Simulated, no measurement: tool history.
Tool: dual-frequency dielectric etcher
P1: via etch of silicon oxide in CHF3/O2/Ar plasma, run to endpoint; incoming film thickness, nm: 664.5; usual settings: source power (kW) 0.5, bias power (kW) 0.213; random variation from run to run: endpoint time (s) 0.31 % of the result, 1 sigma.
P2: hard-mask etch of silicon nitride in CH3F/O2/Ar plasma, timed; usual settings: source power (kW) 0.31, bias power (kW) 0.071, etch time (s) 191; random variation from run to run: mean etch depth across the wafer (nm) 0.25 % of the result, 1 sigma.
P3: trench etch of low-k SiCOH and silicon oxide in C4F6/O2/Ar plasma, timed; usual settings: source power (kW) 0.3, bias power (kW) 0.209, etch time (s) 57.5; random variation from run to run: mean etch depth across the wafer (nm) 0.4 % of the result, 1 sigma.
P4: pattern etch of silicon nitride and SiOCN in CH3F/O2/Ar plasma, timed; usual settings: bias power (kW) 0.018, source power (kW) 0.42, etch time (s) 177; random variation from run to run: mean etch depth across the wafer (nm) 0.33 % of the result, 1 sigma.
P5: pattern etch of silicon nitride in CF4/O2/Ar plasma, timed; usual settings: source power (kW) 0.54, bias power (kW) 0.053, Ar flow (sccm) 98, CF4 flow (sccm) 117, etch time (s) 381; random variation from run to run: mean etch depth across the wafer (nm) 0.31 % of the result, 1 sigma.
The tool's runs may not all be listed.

run	hour	process that ran	source power (kW)	bias power (kW)	Ar flow (sccm)	CF4 flow (sccm)	etch time (s)	hours since the last wet clean	hours since the last source power generator calibration	hours since the last bias power generator calibration	endpoint time (s)	mean etch depth across the wafer (nm)
1	3	P1	0.5	0.213				227.9	2097.8	691.7	335.61	
2	8.8	P1	0.66	0.213				233.7	2103.6	697.5	302.25	
3	12.5	P5	0.54	0.053	58	117	381	237.4	2107.3	701.2		883.66
4	17	P5	0.54	0.053	98	157	381	241.9	2111.8	705.7		864.84
5	23.4	P4	0.42	0.018			97.5	248.3	2118.2	712.1		12.181
6	29.3	P1	0.41	0.213				254.2	2124.1	718	360.66	
7	33.3	P1	0.5	0.213				258.2	2128.1	722	334.22	
8	37.2	P2	0.31	0.071			191	262.1	2132	725.9		118.01
# hour 37.6: wet clean of the chamber
9	43.1	P1	0.5	0.29				5.5	2137.9	731.8	299.59	
10	49.6	P1	0.5	0.213				12	2144.4	738.3	335.17	
11	54.5	P5	0.54	0.053	98	117	381	16.9	2149.3	743.2		839.35
12	59.8	P1	0.65	0.255				22.2	2154.6	748.5	283.26	
13	62.9	P4	0.26	0.018			177	25.3	2157.7	751.6		18.728
14	67	P1	0.59	0.297				29.4	2161.8	755.7	278.94	
15	70.1	P4	0.42	0.018			177	32.5	2164.9	758.8		22.047
16	75.7	P4	0.42	0.014			177	38.1	2170.5	764.4		19.947
17	80.2	P3	0.3	0.163			57.5	42.6	2175	768.9		161.45
18	85.3	P2	0.31	0.099			191	47.7	2180.1	774		133.17
19	88.8	P2	0.31	0.071			191	51.2	2183.6	777.5		118.49
20	94.2	P5	0.54	0.041	98	117	381	56.6	2189	782.9		765.75
21	100	P3	0.3	0.209			57.5	62.4	2194.8	788.7		173.96
22	104.6	P2	0.31	0.071			120.5	67	2199.4	793.3		74.631
23	109.8	P1	0.5	0.213				72.2	2204.6	798.5	334.61	
24	113	P3	0.4	0.209			57.5	75.4	2207.8	801.7		195.15
25	118.5	P3	0.3	0.209			57.5	80.9	2213.3	807.2		173.72
26	123.3	P5	0.54	0.053	98	117	381	85.7	2218.1	812		838.04
27	129.8	P5	0.34	0.053	98	117	381	92.2	2224.6	818.5		559.61
28	133.3	P1	0.5	0.213				95.7	2228.1	822	334.83	
29	138.9	P1	0.5	0.148				101.3	2233.7	827.6	379.7	
30	145.3	P2	0.18	0.071			191	107.7	2240.1	834		96.45
31	151	P3	0.3	0.209			33.5	113.4	2245.8	839.7		101.62
32	156.9	P1	0.5	0.213				119.3	2251.7	845.6	336.07	
33	160.5	P5	0.54	0.053	98	117	278	122.9	2255.3	849.2		608.83
34	167	P1	0.5	0.213				129.4	2261.8	855.7	334.01	
35	170.6	P1	0.5	0.213				133	2265.4	859.3	338.03	
36	173.8	P1	0.5	0.213				136.2	2268.6	862.5	337.65	
37	177.4	P1	0.5	0.213				139.8	2272.2	866.1	338.12	
38	182.7	P1	0.5	0.213				145.1	2277.5	871.4	337.43	
39	187.1	P1	0.5	0.213				149.5	2281.9	875.8	339.3	
# hour 190.5: wet clean of the chamber
40	192.4	P1	0.5	0.213				2	2287.2	881.1	338.35	
41	197.1	P1	0.5	0.213				6.7	2291.9	885.8	340.15	
42	202.9	P1	0.5	0.213				12.5	2297.7	891.6	342.19	
43	209.4	P1	0.5	0.213				19	2304.2	898.1	340.18	
44	215.6	P1	0.5	0.213				25.2	2310.4	904.3	339.53	
45	221.6	P1	0.5	0.213				31.2	2316.4	910.3	339.01	

What P1 gives has crept away from where it was. These 2 causes fit the log equally well, each at the size given:
A: bias power that arrives under what is set, % = 4.32
B: source power that arrives under what is set, % = 4.02
The creep began at about hour 167.
Why every other cause is out:
chamber walls in a state that lowers the etch rate, %: serviced at hour 190.5, which brought nothing back

4 check runs are offered, each on 2 wafers whose results are averaged, their results left as question marks. Which one tells the causes apart?
check 1	227.6	P4	0.29	0.018			97.5					?
check 2	227.6	P2	0.31	0.084			191					?
check 3	227.6	P3	0.36	0.209			57.5					?
check 4	227.6	P5	0.54	0.053	80	117	290					?

What each check would give under each cause:
check	result	if A	if B
check 1	mean etch depth across the wafer (nm)	10.486	10.537
check 2	mean etch depth across the wafer (nm)	123.47	123.54
check 3	mean etch depth across the wafer (nm)	184.34	184.09
check 4	mean etch depth across the wafer (nm)	641.2	628.44
How far apart the two closest causes lie, in the result that separates them most: check 1 0.48 %; check 2 0.06 %; check 3 0.14 %; check 4 2.01 %
Check 4 tells the causes apart: in the others they would give nearly the same result.

Check 4 was then run and gave: mean etch depth across the wafer (nm) 628.01. Which cause is it?

It is B: source power that arrives under what is set, %.

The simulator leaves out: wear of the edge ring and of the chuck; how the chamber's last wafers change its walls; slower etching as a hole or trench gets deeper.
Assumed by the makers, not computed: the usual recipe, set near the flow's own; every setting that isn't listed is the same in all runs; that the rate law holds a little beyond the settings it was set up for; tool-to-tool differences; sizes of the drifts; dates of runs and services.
